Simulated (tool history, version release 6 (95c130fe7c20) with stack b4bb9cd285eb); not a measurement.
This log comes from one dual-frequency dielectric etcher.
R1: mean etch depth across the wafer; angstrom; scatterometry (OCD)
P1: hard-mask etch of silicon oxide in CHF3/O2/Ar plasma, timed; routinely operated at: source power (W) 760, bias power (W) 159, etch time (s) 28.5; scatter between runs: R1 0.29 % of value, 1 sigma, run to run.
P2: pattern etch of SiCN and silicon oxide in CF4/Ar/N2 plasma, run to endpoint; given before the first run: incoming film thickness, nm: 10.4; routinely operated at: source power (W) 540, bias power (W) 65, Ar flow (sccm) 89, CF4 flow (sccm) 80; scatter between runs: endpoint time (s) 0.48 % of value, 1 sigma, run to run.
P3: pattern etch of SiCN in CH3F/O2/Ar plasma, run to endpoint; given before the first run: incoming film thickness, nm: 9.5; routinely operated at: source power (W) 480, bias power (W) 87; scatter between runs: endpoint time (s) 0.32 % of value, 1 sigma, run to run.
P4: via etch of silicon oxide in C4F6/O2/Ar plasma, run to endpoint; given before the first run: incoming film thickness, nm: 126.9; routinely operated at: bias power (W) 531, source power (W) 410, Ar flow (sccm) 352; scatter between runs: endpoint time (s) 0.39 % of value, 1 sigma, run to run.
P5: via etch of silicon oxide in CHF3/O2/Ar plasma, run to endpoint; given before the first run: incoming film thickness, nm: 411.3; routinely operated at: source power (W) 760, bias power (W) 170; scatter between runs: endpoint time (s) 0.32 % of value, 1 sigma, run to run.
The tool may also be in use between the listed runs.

run 1 hour=12.9 | process_that_ran=P1 source_power_(W)=760 bias_power_(W)=159 etch_time_(s)=28.5 | R1=602.67
run 2 hour=27.9 | process_that_ran=P2 source_power_(W)=540 bias_power_(W)=65 Ar_flow_(sccm)=89 CF4_flow_(sccm)=80 | endpoint_time_(s)=10.0720
run 3 hour=43.4 | process_that_ran=P5 source_power_(W)=760 bias_power_(W)=211 | endpoint_time_(s)=182.2800
run 4 hour=52.8 | process_that_ran=P1 source_power_(W)=760 bias_power_(W)=159 etch_time_(s)=28.5 | R1=606.59
run 5 hour=66.4 | process_that_ran=P5 source_power_(W)=760 bias_power_(W)=170 | endpoint_time_(s)=196.6000
run 6 hour=82.5 | process_that_ran=P1 source_power_(W)=1040 bias_power_(W)=159 etch_time_(s)=28.5 | R1=681.89
run 7 hour=91.5 | process_that_ran=P1 source_power_(W)=760 bias_power_(W)=113 etch_time_(s)=28.5 | R1=545.44
run 8 hour=106.1 | process_that_ran=P1 source_power_(W)=760 bias_power_(W)=221 etch_time_(s)=28.5 | R1=675.53
run 9 hour=116.2 | process_that_ran=P2 source_power_(W)=540 bias_power_(W)=65 Ar_flow_(sccm)=124 CF4_flow_(sccm)=80 | endpoint_time_(s)=10.5690
run 10 hour=128.6 | process_that_ran=P1 source_power_(W)=760 bias_power_(W)=159 etch_time_(s)=28.5 | R1=605.22
run 11 hour=144.5 | process_that_ran=P5 source_power_(W)=570 bias_power_(W)=170 | endpoint_time_(s)=218.9800
run 12 hour=159.1 | process_that_ran=P3 source_power_(W)=480 bias_power_(W)=59 | endpoint_time_(s)=25.8270
run 13 hour=174.3 | process_that_ran=P1 source_power_(W)=760 bias_power_(W)=189 etch_time_(s)=36.0 | R1=808.49
run 14 hour=187.7 | process_that_ran=P5 source_power_(W)=760 bias_power_(W)=170 | endpoint_time_(s)=196.4400
run 15 hour=204.6 | process_that_ran=P4 source_power_(W)=410 bias_power_(W)=531 Ar_flow_(sccm)=352 | endpoint_time_(s)=27.7260
run 16 hour=218.2 | process_that_ran=P2 source_power_(W)=340 bias_power_(W)=65 Ar_flow_(sccm)=89 CF4_flow_(sccm)=80 | endpoint_time_(s)=15.1160
run 17 hour=229.2 | process_that_ran=P1 source_power_(W)=760 bias_power_(W)=159 etch_time_(s)=28.5 | R1=600.82
run 18 hour=241.8 | process_that_ran=P3 source_power_(W)=480 bias_power_(W)=87 | endpoint_time_(s)=22.6100
run 19 hour=253.2 | process_that_ran=P4 source_power_(W)=290 bias_power_(W)=531 Ar_flow_(sccm)=352 | endpoint_time_(s)=31.4900
run 20 hour=263.5 | process_that_ran=P1 source_power_(W)=1050 bias_power_(W)=217 etch_time_(s)=28.5 | R1=758.01
run 21 hour=272.3 | process_that_ran=P1 source_power_(W)=760 bias_power_(W)=159 etch_time_(s)=17.0 | R1=360.66
run 22 hour=284.7 | process_that_ran=P1 source_power_(W)=600 bias_power_(W)=159 etch_time_(s)=28.5 | R1=554.46
run 23 hour=294.0 | process_that_ran=P1 source_power_(W)=760 bias_power_(W)=159 etch_time_(s)=28.5 | R1=602.09
run 24 hour=302.9 | process_that_ran=P2 source_power_(W)=540 bias_power_(W)=65 Ar_flow_(sccm)=89 CF4_flow_(sccm)=80 | endpoint_time_(s)=9.9958
run 25 hour=316.4 | process_that_ran=P3 source_power_(W)=680 bias_power_(W)=87 | endpoint_time_(s)=19.8190
run 26 hour=326.0 | process_that_ran=P4 source_power_(W)=410 bias_power_(W)=531 Ar_flow_(sccm)=227 | endpoint_time_(s)=26.3980
run 27 hour=341.2 | process_that_ran=P2 source_power_(W)=540 bias_power_(W)=42 Ar_flow_(sccm)=89 CF4_flow_(sccm)=80 | endpoint_time_(s)=11.4280
run 28 hour=349.1 | process_that_ran=P4 source_power_(W)=410 bias_power_(W)=531 Ar_flow_(sccm)=352 | endpoint_time_(s)=27.5790
run 29 hour=358.3 | process_that_ran=P2 source_power_(W)=540 bias_power_(W)=65 Ar_flow_(sccm)=89 CF4_flow_(sccm)=98 | endpoint_time_(s)=9.7061
run 30 hour=373.3 | process_that_ran=P3 source_power_(W)=480 bias_power_(W)=87 | endpoint_time_(s)=22.6810
run 31 hour=385.1 | process_that_ran=P1 source_power_(W)=760 bias_power_(W)=159 etch_time_(s)=38.0 | R1=802.81
run 32 hour=395.9 | process_that_ran=P4 source_power_(W)=410 bias_power_(W)=712 Ar_flow_(sccm)=352 | endpoint_time_(s)=24.7750
run 33 hour=409.5 | process_that_ran=P1 source_power_(W)=760 bias_power_(W)=159 etch_time_(s)=28.5 | R1=608.20
run 34 hour=417.7 | process_that_ran=P1 source_power_(W)=760 bias_power_(W)=159 etch_time_(s)=28.5 | R1=602.68
run 35 hour=428.4 | process_that_ran=P1 source_power_(W)=760 bias_power_(W)=159 etch_time_(s)=28.5 | R1=598.77
run 36 hour=445.6 | process_that_ran=P1 source_power_(W)=760 bias_power_(W)=159 etch_time_(s)=28.5 | R1=598.62
run 37 hour=458.7 | process_that_ran=P1 source_power_(W)=760 bias_power_(W)=159 etch_time_(s)=28.5 | R1=595.58
run 38 hour=468.8 | process_that_ran=P1 source_power_(W)=760 bias_power_(W)=159 etch_time_(s)=28.5 | R1=593.28
-- hour=470.4 wet clean of the chamber
run 39 hour=477.3 | process_that_ran=P1 source_power_(W)=760 bias_power_(W)=159 etch_time_(s)=28.5 | R1=594.26
run 40 hour=493.3 | process_that_ran=P1 source_power_(W)=760 bias_power_(W)=159 etch_time_(s)=28.5 | R1=594.74
run 41 hour=510.3 | process_that_ran=P1 source_power_(W)=760 bias_power_(W)=159 etch_time_(s)=28.5 | R1=594.81

The log shows P1 creeping away from where it was. Any of the 2 causes listed here, at the size stated for it, fits the log just as well as the others:
A: bias power that arrives under what is set, % = 4.49
B: source power that arrives under what is set, % = 3.73
At approximately hour 409.5, the process output began to creep.
Each remaining cause and why it is not a fit:
chamber walls in a state that lowers the etch rate, %: serviced at hour 470.4, which brought nothing back

Which of the 4 check runs listed below, each an average over 3 wafers with its results shown as question marks, gives clearly different results under the different listed causes?
run check 1 hour=527.3 | process_that_ran=P4 source_power_(W)=410 bias_power_(W)=699 Ar_flow_(sccm)=259 | endpoint_time_(s)=?
run check 2 hour=527.3 | process_that_ran=P5 source_power_(W)=760 bias_power_(W)=202 | endpoint_time_(s)=?
run check 3 hour=527.3 | process_that_ran=P3 source_power_(W)=660 bias_power_(W)=63 | endpoint_time_(s)=?
run check 4 hour=527.3 | process_that_ran=P2 source_power_(W)=540 bias_power_(W)=51 Ar_flow_(sccm)=89 CF4_flow_(sccm)=80 | endpoint_time_(s)=?

What every check run would give for each of its results, assuming each possible cause in turn:
check=check_1 result=endpoint_time_(s) if_A=24.5520 if_B=24.4520
check=check_2 result=endpoint_time_(s) if_A=187.9100 if_B=187.7300
check=check_3 result=endpoint_time_(s) if_A=22.7630 if_B=22.7540
check=check_4 result=endpoint_time_(s) if_A=10.9140 if_B=11.1420
Gap, in per cent, between the two causes that each check separates least, read from the result that separates them most: check 1 0.41 %; check 2 0.1 %; check 3 0.04 %; check 4 2.07 %
Check 4 distinguishes between the causes, while the remaining checks would return nearly the same result for all of them.

Check 4 was then run and gave: endpoint time (s) 10.8890. Which cause is it?

It was cause A: bias power that arrives under what is set, %.
